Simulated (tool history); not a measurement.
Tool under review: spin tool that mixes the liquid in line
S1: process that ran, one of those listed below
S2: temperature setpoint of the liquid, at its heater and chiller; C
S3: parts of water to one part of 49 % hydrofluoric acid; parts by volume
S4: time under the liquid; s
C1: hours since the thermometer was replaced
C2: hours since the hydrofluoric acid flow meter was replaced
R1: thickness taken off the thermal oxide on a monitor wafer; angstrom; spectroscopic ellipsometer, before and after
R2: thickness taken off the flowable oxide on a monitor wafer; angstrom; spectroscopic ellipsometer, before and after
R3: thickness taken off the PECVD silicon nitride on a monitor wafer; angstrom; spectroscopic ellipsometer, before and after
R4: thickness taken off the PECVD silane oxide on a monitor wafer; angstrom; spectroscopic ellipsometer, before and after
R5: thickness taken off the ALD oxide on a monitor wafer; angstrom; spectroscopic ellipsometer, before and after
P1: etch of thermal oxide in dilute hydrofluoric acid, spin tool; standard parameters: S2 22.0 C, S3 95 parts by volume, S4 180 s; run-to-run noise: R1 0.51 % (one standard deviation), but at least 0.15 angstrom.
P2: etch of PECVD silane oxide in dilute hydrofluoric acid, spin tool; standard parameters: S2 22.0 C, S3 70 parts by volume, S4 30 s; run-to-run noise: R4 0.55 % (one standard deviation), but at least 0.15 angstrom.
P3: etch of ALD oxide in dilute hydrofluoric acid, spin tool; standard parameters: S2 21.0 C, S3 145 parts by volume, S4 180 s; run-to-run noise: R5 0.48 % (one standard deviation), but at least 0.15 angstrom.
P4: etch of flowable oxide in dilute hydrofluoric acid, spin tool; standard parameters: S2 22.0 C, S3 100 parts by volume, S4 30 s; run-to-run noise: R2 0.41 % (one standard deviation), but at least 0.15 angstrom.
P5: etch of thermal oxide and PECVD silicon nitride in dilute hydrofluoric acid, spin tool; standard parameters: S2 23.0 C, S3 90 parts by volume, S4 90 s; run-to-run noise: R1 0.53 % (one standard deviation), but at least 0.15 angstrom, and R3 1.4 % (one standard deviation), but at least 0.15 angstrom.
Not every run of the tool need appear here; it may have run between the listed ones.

run	hour	S1	S2	S3	S4	C1	C2	R1	R2	R3	R4	R5
1	5.5	P1	22.0	95	180	1098.9	163.9	82.0920				
2	9.8	P4	22.0	160	30	1103.2	168.2		66.535			
3	18.2	P5	23.0	90	90	1111.6	176.6	47.7040		16.165		
4	25.9	P1	27.5	95	180	1119.3	184.3	101.9200				
5	32.9	P1	27.5	160	180	1126.3	191.3	56.2830				
6	41.1	P2	22.0	70	60	1134.5	199.5				222.76	
7	46.1	P2	22.0	70	30	1139.5	204.5				111.35	
8	53.7	P1	22.0	95	180	1147.1	212.1	82.0320				
9	61.2	P1	22.0	95	180	1154.6	219.6	81.6150				
10	68.0	P1	22.0	95	180	1161.4	226.4	82.5460				
11	75.8	P5	18.5	90	90	1169.2	234.2	39.5700		11.987		
12	85.0	P5	23.0	90	90	1178.4	243.4	48.0090		16.201		
13	93.2	P1	22.0	55	180	1186.6	251.6	148.8100				
14	98.6	P1	18.0	95	180	1192.0	257.0	70.0310				
15	104.3	P1	22.0	95	180	1197.7	262.7	82.4300				
16	109.6	P5	23.0	90	165	1203.0	268.0	87.6100		30.309		
17	117.2	P1	26.5	95	105	1210.6	275.6	57.2600				
18	125.3	P2	30.0	70	30	1218.7	283.7				151.10	
19	133.1	P5	23.0	35	90	1226.5	291.5	132.8100		40.762		
20	140.6	P3	21.0	245	180	1234.0	299.0					80.217
21	148.9	P1	22.0	95	180	1242.3	307.3	81.5600				
22	158.3	P4	22.0	100	15	1251.7	316.7		56.890			
23	162.8	P1	22.0	145	180	1256.2	321.2	50.7740				
24	169.6	P3	21.0	145	180	1263.0	328.0					151.400
25	177.9	P4	22.0	100	30	1271.3	336.3		113.950			
26	186.5	P1	22.0	95	180	1279.9	344.9	81.2520				
27	192.2	P3	17.0	145	180	1285.6	350.6					127.200
28	197.6	P3	21.0	145	340	1291.0	356.0					283.760
29	206.6	P2	22.0	35	30	1300.0	365.0				230.95	
30	211.1	P4	22.0	100	30	1304.5	369.5		113.570			
31	215.4	P1	22.0	95	15	1308.8	373.8	6.9406				
32	221.3	P3	21.0	145	180	1314.7	379.7					149.230
33	229.3	P1	22.0	95	295	1322.7	387.7	135.1600				
34	237.0	P4	28.0	100	30	1330.4	395.4		142.950			
35	243.3	P2	22.0	70	30	1336.7	401.7				111.35	
36	251.6	P1	22.0	95	180	1345.0	410.0	81.7160				
37	261.1	P1	22.0	95	180	1354.5	419.5	77.1280				
38	268.6	P1	22.0	95	180	1362.0	427.0	76.2190				
39	274.7	P1	22.0	95	180	1368.1	433.1	75.0320				
40	280.5	P1	22.0	95	180	1373.9	438.9	74.9010				
41	288.8	P1	22.0	95	180	1382.2	447.2	74.7190				
42	296.1	P1	22.0	95	180	1389.5	454.5	74.2580				

The log shows P1 creeping away from where it was. Any of the 2 causes listed here, at the size stated for it, fits the log just as well as the others:
A: hydrofluoric acid flow below the setpoint (%) = 8.06
B: liquid colder than its thermometer reads (K) = 2.3
The gradual shift began around hour 251.6.

The 4 check runs listed below each average the results of 3 wafers, and their outcomes are marked with question marks. Under which run would the listed causes produce clearly different results?
check 1	303.4	P5	23.0	90	90			?		?		
check 2	303.4	P3	21.0	145	180							?
check 3	303.4	P4	22.0	100	30				?			
check 4	303.4	P2	22.0	70	30						?	

Expected result of each check under each candidate cause:
check	result	if A	if B
check 1	R1	43.6130	43.6150
check 1	R3	15.076	14.025
check 2	R5	136.060	136.820
check 3	R2	103.820	103.880
check 4	R4	101.32	100.90
Per-check spread between the two closest causes, in the result where they differ most: check 1 7.22 %; check 2 0.56 %; check 3 0.05 %; check 4 0.41 %
Check 1 is the one run that separates the causes; every other check would come out nearly the same whichever cause is at work.

Running check 1 produced the following: R1 43.5180 angstrom; R3 14.127 angstrom. Which one of the listed causes fits?

It was cause B: liquid colder than its thermometer reads (K).
